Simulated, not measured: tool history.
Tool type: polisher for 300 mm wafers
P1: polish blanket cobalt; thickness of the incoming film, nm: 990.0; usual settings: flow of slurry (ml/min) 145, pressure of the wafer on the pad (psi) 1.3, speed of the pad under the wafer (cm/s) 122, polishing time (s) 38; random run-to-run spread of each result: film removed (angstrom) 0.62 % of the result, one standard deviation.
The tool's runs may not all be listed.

| run | hour | flow of slurry (ml/min) | pressure of the wafer on the pad (psi) | speed of the pad under the wafer (cm/s) | polishing time (s) | wafers polished on this pad | hours since the slurry nozzle was cleaned | hours since the head pressure was calibrated | film removed (angstrom) |
|---|---|---|---|---|---|---|---|---|---|
| 1 | 7.3 | 145 | 1.3 | 122 | 38 | 498 | 534.6 | 112.8 | 1447.1 |
| 2 | 11.8 | 145 | 1.3 | 122 | 38 | 554 | 539.1 | 117.3 | 1457.9 |
| 3 | 15.7 | 145 | 0.6 | 122 | 38 | 602 | 543 | 121.2 | 669.63 |
| 4 | 24.4 | 145 | 1.3 | 176 | 38 | 710 | 551.7 | 129.9 | 2088.8 |
| 5 | 28.4 | 85 | 1.3 | 122 | 38 | 760 | 555.7 | 133.9 | 1282.4 |
| 6 | 36.5 | 205 | 1.6 | 122 | 38 | 861 | 563.8 | 142 | 1899.6 |
| 7 | 44.5 | 145 | 1.9 | 122 | 38 | 960 | 571.8 | 150 | 2106.9 |
|  | 46.3 | slurry nozzle cleaned |
| 8 | 51.9 | 145 | 1.3 | 122 | 38 | 1052 | 5.6 | 157.4 | 1456.8 |
| 9 | 59.9 | 145 | 1.3 | 154 | 22 | 1152 | 13.6 | 165.4 | 1072.5 |
| 10 | 67.2 | 145 | 1.3 | 122 | 38 | 1243 | 20.9 | 172.7 | 1449.5 |
|  | 68.9 | worn pad replaced by a new one |
| 11 | 74.4 | 145 | 1.3 | 122 | 55 | 69 | 28.1 | 179.9 | 2110 |
| 12 | 79 | 145 | 1.3 | 58 | 38 | 126 | 32.7 | 184.5 | 691.82 |
| 13 | 85 | 200 | 1.3 | 122 | 38 | 201 | 38.7 | 190.5 | 1529.4 |
| 14 | 93.6 | 145 | 1.3 | 122 | 19 | 308 | 47.3 | 199.1 | 720.66 |
| 15 | 98.9 | 145 | 1.8 | 122 | 53 | 373 | 52.6 | 204.4 | 2804.2 |
| 16 | 104 | 145 | 1.3 | 122 | 38 | 437 | 57.7 | 209.5 | 1443.6 |
| 17 | 110.7 | 145 | 1.3 | 122 | 38 | 520 | 64.4 | 216.2 | 1402 |
| 18 | 118.9 | 145 | 1.3 | 122 | 38 | 622 | 72.6 | 224.4 | 1356.5 |
| 19 | 127.7 | 145 | 1.3 | 122 | 38 | 732 | 81.4 | 233.2 | 1342.2 |
| 20 | 133 | 145 | 1.3 | 122 | 38 | 798 | 86.7 | 238.5 | 1351 |
| 21 | 141.3 | 145 | 1.3 | 122 | 38 | 901 | 95 | 246.8 | 1324.3 |
|  | 142.9 | worn pad replaced by a new one |
| 22 | 149.4 | 145 | 1.3 | 122 | 38 | 81 | 103.1 | 254.9 | 1344 |
| 23 | 156.8 | 145 | 1.3 | 122 | 38 | 173 | 110.5 | 262.3 | 1331.2 |

Something has made what P1 gives creep away from where it was; the 2 causes below, each at its own stated size, fit the log equally well:
A: slurry flow missing at the pad, % = 33.8
B: head's pressure below its setpoint, % = 8.61
Onset of the creep was near hour 104.
Ruled out, with reasons:
removal rate lost through wear of the pad, %: serviced at hour 142.9, after the change had begun; the process did not return to its earlier output

Below are 4 check runs, each on a single wafer, with their results shown as question marks. Which of them would tell the listed causes apart, meaning the causes would give clearly different results under it?
| check 1 | 164.2 | 145 | 0.9 | 122 | 25 |  |  |  | ? |
| check 2 | 164.2 | 145 | 1.8 | 122 | 23 |  |  |  | ? |
| check 3 | 164.2 | 145 | 0.7 | 122 | 38 |  |  |  | ? |
| check 4 | 164.2 | 85 | 1.3 | 122 | 38 |  |  |  | ? |

What every check run would give for each of its results, assuming each possible cause in turn:
| check | result | if A | if B |
|---|---|---|---|
| check 1 | film removed (angstrom) | 604.54 | 604.5 |
| check 2 | film removed (angstrom) | 1112.3 | 1112.3 |
| check 3 | film removed (angstrom) | 714.7 | 714.65 |
| check 4 | film removed (angstrom) | 1112.9 | 1173.1 |
Distance between the nearest two causes, measured in the result of the check that separates them most: check 1 0.01 %; check 2 0.01 %; check 3 0.01 %; check 4 5.27 %
The causes can be told apart only by check 4. The other checks would give nearly the same results under each of them.

Running check 4 produced the following: film removed (angstrom) 1168.5. Which one of the listed causes fits?

It is B: head's pressure below its setpoint, %.

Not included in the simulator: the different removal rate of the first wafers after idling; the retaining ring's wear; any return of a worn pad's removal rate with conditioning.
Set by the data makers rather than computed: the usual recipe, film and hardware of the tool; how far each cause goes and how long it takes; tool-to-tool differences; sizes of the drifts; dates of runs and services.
